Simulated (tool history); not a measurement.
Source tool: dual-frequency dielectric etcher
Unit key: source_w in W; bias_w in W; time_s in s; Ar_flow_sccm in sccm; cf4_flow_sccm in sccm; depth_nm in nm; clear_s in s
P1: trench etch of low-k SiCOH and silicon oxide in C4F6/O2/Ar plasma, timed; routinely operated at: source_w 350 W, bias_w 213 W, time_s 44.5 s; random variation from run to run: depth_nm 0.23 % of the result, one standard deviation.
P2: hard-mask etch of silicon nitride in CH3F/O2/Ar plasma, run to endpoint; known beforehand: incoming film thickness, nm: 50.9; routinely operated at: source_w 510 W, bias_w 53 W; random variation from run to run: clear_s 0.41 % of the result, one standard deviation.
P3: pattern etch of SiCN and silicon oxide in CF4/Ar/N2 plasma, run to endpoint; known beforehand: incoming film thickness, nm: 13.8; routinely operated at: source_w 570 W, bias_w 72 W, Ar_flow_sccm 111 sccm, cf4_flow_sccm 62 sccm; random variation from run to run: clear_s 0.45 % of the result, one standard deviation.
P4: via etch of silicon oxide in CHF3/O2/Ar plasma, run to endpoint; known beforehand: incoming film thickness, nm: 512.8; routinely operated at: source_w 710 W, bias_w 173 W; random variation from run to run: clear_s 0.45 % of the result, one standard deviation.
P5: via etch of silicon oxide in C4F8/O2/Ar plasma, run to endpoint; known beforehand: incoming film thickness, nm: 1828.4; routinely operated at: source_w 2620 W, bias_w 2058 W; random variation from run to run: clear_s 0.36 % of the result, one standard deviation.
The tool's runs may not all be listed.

run,hour,process,source_w,bias_w,time_s,Ar_flow_sccm,cf4_flow_sccm,hours since the last wet clean,hours since the last source power generator calibration,hours since the last bias power generator calibration,depth_nm,clear_s
1,5.2,P1,350,213,44.5,,,71.2,612.5,1000.0,138.430,
2,12.4,P3,570,45,,111,62,78.4,619.7,1007.2,,15.480
3,17.4,P2,510,73,,,,83.4,624.7,1012.2,,65.632
4,21.9,P3,570,72,,111,62,87.9,629.2,1016.7,,13.184
5,27.5,P5,3650,2058,,,,93.5,634.8,1022.3,,271.370
6,35.9,P1,450,213,57.5,,,101.9,643.2,1030.7,196.780,
7,44.1,P1,350,213,44.5,,,110.1,651.4,1038.9,138.790,
8,47.9,P1,480,144,44.5,,,113.9,655.2,1042.7,138.520,
9,56.4,P3,750,72,,111,62,122.4,663.7,1051.2,,10.437
10,61.6,P1,350,213,44.5,,,127.6,668.9,1056.4,138.500,
11,69.1,P2,510,53,,,,135.1,676.4,1063.9,,73.153
12,75.1,P4,850,173,,,,141.1,682.4,1069.9,,229.450
13,81.3,P4,710,173,,,,147.3,688.6,1076.1,,247.280
14,88.9,P2,510,53,,,,154.9,696.2,1083.7,,73.389
15,94.7,P1,350,213,26.5,,,160.7,702.0,1089.5,82.268,
16,100.3,P1,350,213,58.5,,,166.3,707.6,1095.1,182.780,
# hour 103.2: source power generator calibrated
17,104.2,P3,570,72,,81,62,170.2,1.1,1099.0,,12.636
18,112.5,P1,220,213,44.5,,,178.5,9.4,1107.3,115.820,
19,117.9,P5,2620,2823,,,,183.9,14.8,1112.7,,282.340
20,124.8,P5,2620,2058,,,,190.8,21.7,1119.6,,307.310
21,132.2,P2,360,53,,,,198.2,29.1,1127.0,,84.234
22,140.9,P1,450,213,44.5,,,206.9,37.8,1135.7,152.120,
23,146.1,P1,350,213,44.5,,,212.1,43.0,1140.9,138.830,
24,153.2,P1,350,141,44.5,,,219.2,50.1,1148.0,122.160,
25,161.3,P5,2620,2058,,,,227.3,58.2,1156.1,,312.620
26,166.8,P4,710,110,,,,232.8,63.7,1161.6,,284.650
27,172.0,P1,350,294,44.5,,,238.0,68.9,1166.8,155.070,
28,177.8,P3,570,72,,111,48,243.8,74.7,1172.6,,13.884
29,186.4,P1,230,213,35.0,,,252.4,83.3,1181.2,93.032,
30,194.0,P1,350,213,44.5,,,260.0,90.9,1188.8,138.480,
31,200.6,P1,350,213,44.5,,,266.6,97.5,1195.4,138.700,
32,207.5,P1,350,213,44.5,,,273.5,104.4,1202.3,136.770,

Estimate the outcome of run 33 from the log above:
33,212.6,P1,350,213,44.5,,,278.6,109.5,1207.4,?,

depth_nm: 137.080 nm
